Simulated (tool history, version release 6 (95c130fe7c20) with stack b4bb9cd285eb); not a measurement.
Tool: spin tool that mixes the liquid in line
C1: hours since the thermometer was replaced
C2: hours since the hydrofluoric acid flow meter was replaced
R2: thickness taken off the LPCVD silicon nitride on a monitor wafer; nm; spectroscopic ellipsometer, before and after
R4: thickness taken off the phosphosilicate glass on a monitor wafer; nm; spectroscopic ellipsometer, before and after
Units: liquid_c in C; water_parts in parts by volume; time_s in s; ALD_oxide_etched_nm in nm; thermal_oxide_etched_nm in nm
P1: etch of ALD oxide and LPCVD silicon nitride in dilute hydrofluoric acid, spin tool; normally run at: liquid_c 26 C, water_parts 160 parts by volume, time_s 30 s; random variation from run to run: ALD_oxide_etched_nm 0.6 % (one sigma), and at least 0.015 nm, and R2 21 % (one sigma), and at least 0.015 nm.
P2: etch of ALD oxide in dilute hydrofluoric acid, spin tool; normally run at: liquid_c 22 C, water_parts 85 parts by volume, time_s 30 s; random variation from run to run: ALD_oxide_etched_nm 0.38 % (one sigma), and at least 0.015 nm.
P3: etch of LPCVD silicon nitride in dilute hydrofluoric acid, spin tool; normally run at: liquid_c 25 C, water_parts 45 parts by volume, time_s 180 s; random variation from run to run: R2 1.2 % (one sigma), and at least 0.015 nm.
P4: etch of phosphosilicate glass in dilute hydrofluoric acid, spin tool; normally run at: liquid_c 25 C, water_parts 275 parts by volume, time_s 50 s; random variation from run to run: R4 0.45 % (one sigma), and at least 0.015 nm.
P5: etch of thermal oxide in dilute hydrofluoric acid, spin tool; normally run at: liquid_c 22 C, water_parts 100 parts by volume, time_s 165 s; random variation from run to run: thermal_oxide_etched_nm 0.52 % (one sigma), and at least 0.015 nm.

Run 1, day 0.288: process P1, liquid_c 26 C, water_parts 160 parts by volume, time_s 30 s; C1 861.4; C2 474. Result: ALD_oxide_etched_nm 5.0695 nm, R2 0.14703 nm.
Run 2, day 0.608: process P5, liquid_c 22 C, water_parts 165 parts by volume, time_s 165 s; C1 869.1; C2 481.7. Result: thermal_oxide_etched_nm 4.4749 nm.
Run 3, day 0.892: process P1, liquid_c 26 C, water_parts 160 parts by volume, time_s 15 s; C1 875.9; C2 488.5. Result: ALD_oxide_etched_nm 2.5598 nm, R2 0.078848 nm.
Run 4, day 1.2: process P1, liquid_c 26 C, water_parts 160 parts by volume, time_s 30 s; C1 883.3; C2 495.9. Result: ALD_oxide_etched_nm 5.0812 nm, R2 0.067312 nm.
At day 1.442: hydrofluoric acid flow meter replaced.
Run 5, day 1.454: process P5, liquid_c 22 C, water_parts 100 parts by volume, time_s 165 s; C1 889.4; C2 0.3. Result: thermal_oxide_etched_nm 7.8393 nm.
Run 6, day 1.638: process P2, liquid_c 22 C, water_parts 85 parts by volume, time_s 15 s; C1 893.8; C2 4.7. Result: ALD_oxide_etched_nm 4.4893 nm.
Run 7, day 1.817: process P4, liquid_c 25 C, water_parts 275 parts by volume, time_s 50 s; C1 898.1; C2 9. Result: R4 27.588 nm.
Run 8, day 2.121: process P5, liquid_c 26 C, water_parts 100 parts by volume, time_s 165 s; C1 905.4; C2 16.3. Result: thermal_oxide_etched_nm 9.2412 nm.
Run 9, day 2.317: process P1, liquid_c 26 C, water_parts 160 parts by volume, time_s 30 s; C1 910.1; C2 21. Result: ALD_oxide_etched_nm 5.1545 nm, R2 0.17309 nm.
Run 10, day 2.617: process P1, liquid_c 26 C, water_parts 260 parts by volume, time_s 30 s; C1 917.3; C2 28.2. Result: ALD_oxide_etched_nm 2.7864 nm, R2 0.049221 nm.
Run 11, day 2.912: process P3, liquid_c 25 C, water_parts 45 parts by volume, time_s 180 s; C1 924.4; C2 35.3. Result: R2 2.3122 nm.
Run 12, day 3.088: process P4, liquid_c 25 C, water_parts 150 parts by volume, time_s 50 s; C1 928.6; C2 39.5. Result: R4 57.915 nm.
Run 13, day 3.408: process P3, liquid_c 31 C, water_parts 45 parts by volume, time_s 180 s; C1 936.3; C2 47.2. Result: R2 3.4131 nm.
Run 14, day 3.65: process P2, liquid_c 22 C, water_parts 85 parts by volume, time_s 30 s; C1 942.1; C2 53. Result: ALD_oxide_etched_nm 9.0309 nm.
Run 15, day 3.879: process P1, liquid_c 33.5 C, water_parts 160 parts by volume, time_s 60 s; C1 947.6; C2 58.5. Result: ALD_oxide_etched_nm 13.245 nm, R2 0.54888 nm.
Run 16, day 4.067: process P3, liquid_c 25 C, water_parts 45 parts by volume, time_s 180 s; C1 952.1; C2 63. Result: R2 2.308 nm.
Run 17, day 4.362: process P3, liquid_c 25 C, water_parts 20 parts by volume, time_s 180 s; C1 959.2; C2 70.1. Result: R2 5.1078 nm.
Run 18, day 4.621: process P4, liquid_c 25 C, water_parts 275 parts by volume, time_s 95 s; C1 965.4; C2 76.3. Result: R4 52.636 nm.
Run 19, day 4.896: process P1, liquid_c 26 C, water_parts 160 parts by volume, time_s 30 s; C1 972; C2 82.9. Result: ALD_oxide_etched_nm 5.0839 nm, R2 0.11915 nm.
Run 20, day 5.104: process P1, liquid_c 26 C, water_parts 160 parts by volume, time_s 30 s; C1 977; C2 87.9. Result: ALD_oxide_etched_nm 5.1351 nm, R2 0.11757 nm.
Run 21, day 5.35: process P5, liquid_c 22 C, water_parts 100 parts by volume, time_s 15 s; C1 982.9; C2 93.8. Result: thermal_oxide_etched_nm 0.73994 nm.
Run 22, day 5.546: process P4, liquid_c 17 C, water_parts 275 parts by volume, time_s 50 s; C1 987.6; C2 98.5. Result: R4 20.851 nm.
Run 23, day 5.779: process P1, liquid_c 20.5 C, water_parts 160 parts by volume, time_s 15 s; C1 993.2; C2 104.1. Result: ALD_oxide_etched_nm 2.0334 nm, R2 0.012496 nm.
Run 24, day 6.004: process P1, liquid_c 26 C, water_parts 90 parts by volume, time_s 30 s; C1 998.6; C2 109.5. Result: ALD_oxide_etched_nm 9.7999 nm, R2 0.22858 nm.
Run 25, day 6.229: process P2, liquid_c 30 C, water_parts 85 parts by volume, time_s 30 s; C1 1004; C2 114.9. Result: ALD_oxide_etched_nm 12.325 nm.
Run 26, day 6.567: process P1, liquid_c 26 C, water_parts 95 parts by volume, time_s 60 s; C1 1012.1; C2 123. Result: ALD_oxide_etched_nm 18.657 nm, R2 0.5961 nm.
Run 27, day 6.762: process P1, liquid_c 19.5 C, water_parts 160 parts by volume, time_s 30 s; C1 1016.8; C2 127.7. Result: ALD_oxide_etched_nm 3.9491 nm, R2 0.037323 nm.
Run 28, day 7.054: process P2, liquid_c 22 C, water_parts 85 parts by volume, time_s 30 s; C1 1023.8; C2 134.7. Result: ALD_oxide_etched_nm 9.01 nm.
Run 29, day 7.267: process P2, liquid_c 22 C, water_parts 130 parts by volume, time_s 30 s; C1 1028.9; C2 139.8. Result: ALD_oxide_etched_nm 5.6442 nm.
Run 30, day 7.571: process P3, liquid_c 25 C, water_parts 45 parts by volume, time_s 15 s; C1 1036.2; C2 147.1. Result: R2 0.20985 nm.
Run 31, day 7.812: process P1, liquid_c 33.5 C, water_parts 160 parts by volume, time_s 30 s; C1 1042; C2 152.9. Result: ALD_oxide_etched_nm 6.5717 nm, R2 0.19485 nm.
Run 32, day 8.104: process P1, liquid_c 26 C, water_parts 160 parts by volume, time_s 30 s; C1 1049; C2 159.9. Result: ALD_oxide_etched_nm 5.0998 nm, R2 0.15032 nm.
Run 33, day 8.283: process P5, liquid_c 22 C, water_parts 100 parts by volume, time_s 165 s; C1 1053.3; C2 164.2. Result: thermal_oxide_etched_nm 7.9125 nm.
Run 34, day 8.533: process P1, liquid_c 26 C, water_parts 160 parts by volume, time_s 60 s; C1 1059.3; C2 170.2. Result: ALD_oxide_etched_nm 10.102 nm, R2 0.19587 nm.
Run 35, day 8.862: process P1, liquid_c 26 C, water_parts 160 parts by volume, time_s 30 s; C1 1067.2; C2 178.1. Result: ALD_oxide_etched_nm 5.1051 nm, R2 0.11014 nm.
Run 36, day 9.167: process P1, liquid_c 26 C, water_parts 160 parts by volume, time_s 30 s; C1 1074.5; C2 185.4. Result: ALD_oxide_etched_nm 5.2794 nm, R2 0.1155 nm.
Run 37, day 9.383: process P1, liquid_c 26 C, water_parts 160 parts by volume, time_s 30 s; C1 1079.7; C2 190.6. Result: ALD_oxide_etched_nm 5.2747 nm, R2 0.095181 nm.
Run 38, day 9.704: process P1, liquid_c 26 C, water_parts 160 parts by volume, time_s 30 s; C1 1087.4; C2 198.3. Result: ALD_oxide_etched_nm 5.3693 nm, R2 0.14831 nm.
Run 39, day 9.929: process P1, liquid_c 26 C, water_parts 160 parts by volume, time_s 30 s; C1 1092.8; C2 203.7. Result: ALD_oxide_etched_nm 5.3911 nm, R2 0.097982 nm.
Run 40, day 10.175: process P1, liquid_c 26 C, water_parts 160 parts by volume, time_s 30 s; C1 1098.7; C2 209.6. Result: ALD_oxide_etched_nm 5.3925 nm, R2 0.16523 nm.
Run 41, day 10.396: process P1, liquid_c 26 C, water_parts 160 parts by volume, time_s 30 s; C1 1104; C2 214.9. Result: ALD_oxide_etched_nm 5.4265 nm, R2 0.14406 nm.
Run 42, day 10.717: process P1, liquid_c 26 C, water_parts 160 parts by volume, time_s 30 s; C1 1111.7; C2 222.6. Result: ALD_oxide_etched_nm 5.3847 nm, R2 0.19657 nm.

What P1 gives has crept away from where it was. These 2 causes fit the log equally well, each at the size given:
A: hydrofluoric acid flow above the setpoint (%) = 4.77
B: liquid hotter than its thermometer reads (K) = 1.5
The creep began at about day 8.862.

4 check runs are offered, each on 3 wafers whose results are averaged, their results left as question marks. Which one tells the causes apart?
Run check 1, day 11.038: process P2, liquid_c 27 C, water_parts 125 parts by volume, time_s 30 s. Result: ALD_oxide_etched_nm ?.
Run check 2, day 11.038: process P3, liquid_c 25 C, water_parts 25 parts by volume, time_s 180 s. Result: R2 ?.
Run check 3, day 11.038: process P5, liquid_c 22 C, water_parts 165 parts by volume, time_s 105 s. Result: thermal_oxide_etched_nm ?.
Run check 4, day 11.038: process P4, liquid_c 25 C, water_parts 160 parts by volume, time_s 50 s. Result: R4 ?.

What each check would give under each cause:
  check                   result    if A    if B
check 1      ALD_oxide_etched_nm  7.5148  7.5331
check 2                       R2  4.2722    4.52
check 3  thermal_oxide_etched_nm  2.9954  3.0039
check 4                       R4  56.908   56.96
How far apart the two closest causes lie, in the result that separates them most: check 1 0.24 %; check 2 5.64 %; check 3 0.28 %; check 4 0.09 %
Only check 2 tells the causes apart: in the others they would give nearly the same result.

Check 2 was then run and gave: R2 4.2361 nm. Which cause is it?

It is A: hydrofluoric acid flow above the setpoint (%).

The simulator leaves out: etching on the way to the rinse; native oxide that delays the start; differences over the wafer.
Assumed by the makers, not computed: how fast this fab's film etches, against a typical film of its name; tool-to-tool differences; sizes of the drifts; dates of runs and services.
